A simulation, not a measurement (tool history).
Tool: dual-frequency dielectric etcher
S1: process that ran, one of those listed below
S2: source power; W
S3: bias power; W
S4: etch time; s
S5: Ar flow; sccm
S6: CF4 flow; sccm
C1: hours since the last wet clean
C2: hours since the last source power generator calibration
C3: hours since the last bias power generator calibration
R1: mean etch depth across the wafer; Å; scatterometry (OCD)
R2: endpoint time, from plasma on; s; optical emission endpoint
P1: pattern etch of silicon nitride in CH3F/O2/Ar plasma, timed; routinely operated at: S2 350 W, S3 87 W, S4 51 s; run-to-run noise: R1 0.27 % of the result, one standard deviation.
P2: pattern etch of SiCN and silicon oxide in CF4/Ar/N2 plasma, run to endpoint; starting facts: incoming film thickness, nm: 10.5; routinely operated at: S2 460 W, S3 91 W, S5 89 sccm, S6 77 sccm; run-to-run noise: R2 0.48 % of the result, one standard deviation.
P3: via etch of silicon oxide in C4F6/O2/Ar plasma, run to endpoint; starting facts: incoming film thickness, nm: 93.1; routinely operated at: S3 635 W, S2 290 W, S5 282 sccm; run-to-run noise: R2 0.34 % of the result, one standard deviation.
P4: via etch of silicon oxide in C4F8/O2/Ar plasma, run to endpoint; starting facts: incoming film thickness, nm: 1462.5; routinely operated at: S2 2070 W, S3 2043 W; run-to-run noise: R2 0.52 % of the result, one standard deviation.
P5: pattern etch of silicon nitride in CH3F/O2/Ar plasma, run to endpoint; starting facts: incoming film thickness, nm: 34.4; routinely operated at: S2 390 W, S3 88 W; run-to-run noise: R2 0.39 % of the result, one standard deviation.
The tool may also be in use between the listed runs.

{"run": 1, "hour": 12.6, "S1": "P1", "S2": 350, "S3": 87, "S4": 51, "C1": 157.3, "C2": 1520.6, "C3": 2602.6, "R1": 355.46}
{"run": 2, "hour": 22.2, "S1": "P1", "S2": 350, "S3": 87, "S4": 51, "C1": 166.9, "C2": 1530.2, "C3": 2612.2, "R1": 355.64}
{"run": 3, "hour": 31.9, "S1": "P2", "S2": 460, "S3": 91, "S5": 89, "S6": 100, "C1": 176.6, "C2": 1539.9, "C3": 2621.9, "R2": 10.536}
{"run": 4, "hour": 40.0, "S1": "P1", "S2": 350, "S3": 115, "S4": 51, "C1": 184.7, "C2": 1548, "C3": 2630, "R1": 395.4}
{"run": 5, "hour": 49.0, "S1": "P5", "S2": 390, "S3": 67, "C1": 193.7, "C2": 1557, "C3": 2639, "R2": 51.933}
{"run": 6, "hour": 55.2, "S1": "P1", "S2": 480, "S3": 87, "S4": 28, "C1": 199.9, "C2": 1563.2, "C3": 2645.2, "R1": 219}
{"run": 7, "hour": 64.1, "S1": "P4", "S2": 2870, "S3": 2043, "C1": 208.8, "C2": 1572.1, "C3": 2654.1, "R2": 240.51}
{"run": 8, "hour": 72.5, "S1": "P1", "S2": 350, "S3": 87, "S4": 75, "C1": 217.2, "C2": 1580.5, "C3": 2662.5, "R1": 524.49}
{"run": 9, "hour": 81.5, "S1": "P1", "S2": 350, "S3": 87, "S4": 28, "C1": 226.2, "C2": 1589.5, "C3": 2671.5, "R1": 195.84}
{"run": 10, "hour": 92.5, "S1": "P5", "S2": 390, "S3": 88, "C1": 237.2, "C2": 1600.5, "C3": 2682.5, "R2": 46.868}
{"run": 11, "hour": 105.0, "S1": "P3", "S2": 290, "S3": 873, "S5": 282, "C1": 249.7, "C2": 1613, "C3": 2695, "R2": 18.453}
{"run": 12, "hour": 115.9, "S1": "P2", "S2": 460, "S3": 91, "S5": 89, "S6": 77, "C1": 260.6, "C2": 1623.9, "C3": 2705.9, "R2": 10.931}
{"run": 13, "hour": 122.1, "S1": "P1", "S2": 350, "S3": 87, "S4": 51, "C1": 266.8, "C2": 1630.1, "C3": 2712.1, "R1": 356.78}
{"run": 14, "hour": 129.9, "S1": "P2", "S2": 460, "S3": 91, "S5": 69, "S6": 77, "C1": 274.6, "C2": 1637.9, "C3": 2719.9, "R2": 10.511}
{"run": 15, "hour": 138.7, "S1": "P5", "S2": 510, "S3": 88, "C1": 283.4, "C2": 1646.7, "C3": 2728.7, "R2": 42.489}
{"run": 16, "hour": 148.5, "S1": "P1", "S2": 350, "S3": 87, "S4": 51, "C1": 293.2, "C2": 1656.5, "C3": 2738.5, "R1": 354.85}
{"run": 17, "hour": 161.8, "S1": "P2", "S2": 650, "S3": 91, "S5": 89, "S6": 77, "C1": 306.5, "C2": 1669.8, "C3": 2751.8, "R2": 8.0458}
{"run": 18, "hour": 170.1, "S1": "P2", "S2": 460, "S3": 124, "S5": 89, "S6": 77, "C1": 314.8, "C2": 1678.1, "C3": 2760.1, "R2": 9.7464}
{"run": 19, "hour": 183.2, "S1": "P1", "S2": 350, "S3": 51, "S4": 51, "C1": 327.9, "C2": 1691.2, "C3": 2773.2, "R1": 297.81}
{"run": 20, "hour": 191.5, "S1": "P3", "S2": 350, "S3": 635, "S5": 282, "C1": 336.2, "C2": 1699.5, "C3": 2781.5, "R2": 19.403}
{"run": 21, "hour": 199.1, "S1": "P1", "S2": 260, "S3": 87, "S4": 51, "C1": 343.8, "C2": 1707.1, "C3": 2789.1, "R1": 317.36}
{"run": 22, "hour": 205.9, "S1": "P3", "S2": 290, "S3": 635, "S5": 227, "C1": 350.6, "C2": 1713.9, "C3": 2795.9, "R2": 20.317}
{"run": 23, "hour": 214.7, "S1": "P4", "S2": 2070, "S3": 2569, "C1": 359.4, "C2": 1722.7, "C3": 2804.7, "R2": 254.57}
{"run": 24, "hour": 226.4, "S1": "P3", "S2": 290, "S3": 635, "S5": 282, "C1": 371.1, "C2": 1734.4, "C3": 2816.4, "R2": 20.814}
{"run": 25, "hour": 239.0, "S1": "P1", "S2": 430, "S3": 87, "S4": 51, "C1": 383.7, "C2": 1747, "C3": 2829, "R1": 384.85}
{"run": 26, "hour": 247.7, "S1": "P4", "S2": 2070, "S3": 2043, "C1": 392.4, "C2": 1755.7, "C3": 2837.7, "R2": 274.59}
{"run": 27, "hour": 259.5, "S1": "P4", "S2": 2070, "S3": 2043, "C1": 404.2, "C2": 1767.5, "C3": 2849.5, "R2": 274.37}
{"run": 28, "hour": 270.8, "S1": "P2", "S2": 460, "S3": 91, "S5": 89, "S6": 77, "C1": 415.5, "C2": 1778.8, "C3": 2860.8, "R2": 10.959}
{"run": 29, "hour": 279.2, "S1": "P1", "S2": 350, "S3": 87, "S4": 51, "C1": 423.9, "C2": 1787.2, "C3": 2869.2, "R1": 357.33}
{"run": 30, "hour": 287.1, "S1": "P1", "S2": 350, "S3": 87, "S4": 51, "C1": 431.8, "C2": 1795.1, "C3": 2877.1, "R1": 358.34}
{"run": 31, "hour": 300.4, "S1": "P1", "S2": 350, "S3": 87, "S4": 51, "C1": 445.1, "C2": 1808.4, "C3": 2890.4, "R1": 360.79}
{"run": 32, "hour": 313.9, "S1": "P1", "S2": 350, "S3": 87, "S4": 51, "C1": 458.6, "C2": 1821.9, "C3": 2903.9, "R1": 361.59}
{"run": 33, "hour": 324.6, "S1": "P1", "S2": 350, "S3": 87, "S4": 51, "C1": 469.3, "C2": 1832.6, "C3": 2914.6, "R1": 363.25}
{"hour": 327.1, "done": "wet clean of the chamber"}
{"run": 34, "hour": 334.0, "S1": "P1", "S2": 350, "S3": 87, "S4": 51, "C1": 6.9, "C2": 1842, "C3": 2924, "R1": 361.39}
{"run": 35, "hour": 343.6, "S1": "P1", "S2": 350, "S3": 87, "S4": 51, "C1": 16.5, "C2": 1851.6, "C3": 2933.6, "R1": 362.74}

The output of P1 has drifted from where it used to be. Each of the 2 causes below, taken at the size shown beside it, accounts for the log equally well:
A: bias power that arrives over what is set, % = 4.89
B: source power that arrives over what is set, % = 4.72
The onset of the drift is placed at about hour 279.2.
Other possible causes, and why each is ruled out:
chamber walls in a state that raises the etch rate, %: serviced at hour 327.1, after the drift had started, without restoring the earlier output

You are offered 4 check runs, listed below with question marks in place of their results; each one averages 2 wafers. Which run separates the listed causes by giving clearly different results for each?
{"run": "check 1", "hour": 353.2, "S1": "P3", "S2": 290, "S3": 635, "S5": 282, "R2": "?"}
{"run": "check 2", "hour": 353.2, "S1": "P2", "S2": 460, "S3": 91, "S5": 89, "S6": 77, "R2": "?"}
{"run": "check 3", "hour": 353.2, "S1": "P5", "S2": 390, "S3": 88, "R2": "?"}
{"run": "check 4", "hour": 353.2, "S1": "P4", "S2": 2070, "S3": 2043, "R2": "?"}

How each check would come out, cause by cause:
check=check_1 result=R2 if_A=20.507 if_B=20.547
check=check_2 result=R2 if_A=10.73 if_B=10.474
check=check_3 result=R2 if_A=46.072 if_B=46.068
check=check_4 result=R2 if_A=270.7 if_B=269.44
How far apart the two closest causes lie, in the result that separates them most: check 1 0.2 %; check 2 2.42 %; check 3 0.01 %; check 4 0.47 %
Check 2 distinguishes between the causes, while the remaining checks would return nearly the same result for all of them.

With check 2 done, the readings were: R2 10.459 s. Identify which of the listed causes applies.

B is the cause: source power that arrives over what is set, %.

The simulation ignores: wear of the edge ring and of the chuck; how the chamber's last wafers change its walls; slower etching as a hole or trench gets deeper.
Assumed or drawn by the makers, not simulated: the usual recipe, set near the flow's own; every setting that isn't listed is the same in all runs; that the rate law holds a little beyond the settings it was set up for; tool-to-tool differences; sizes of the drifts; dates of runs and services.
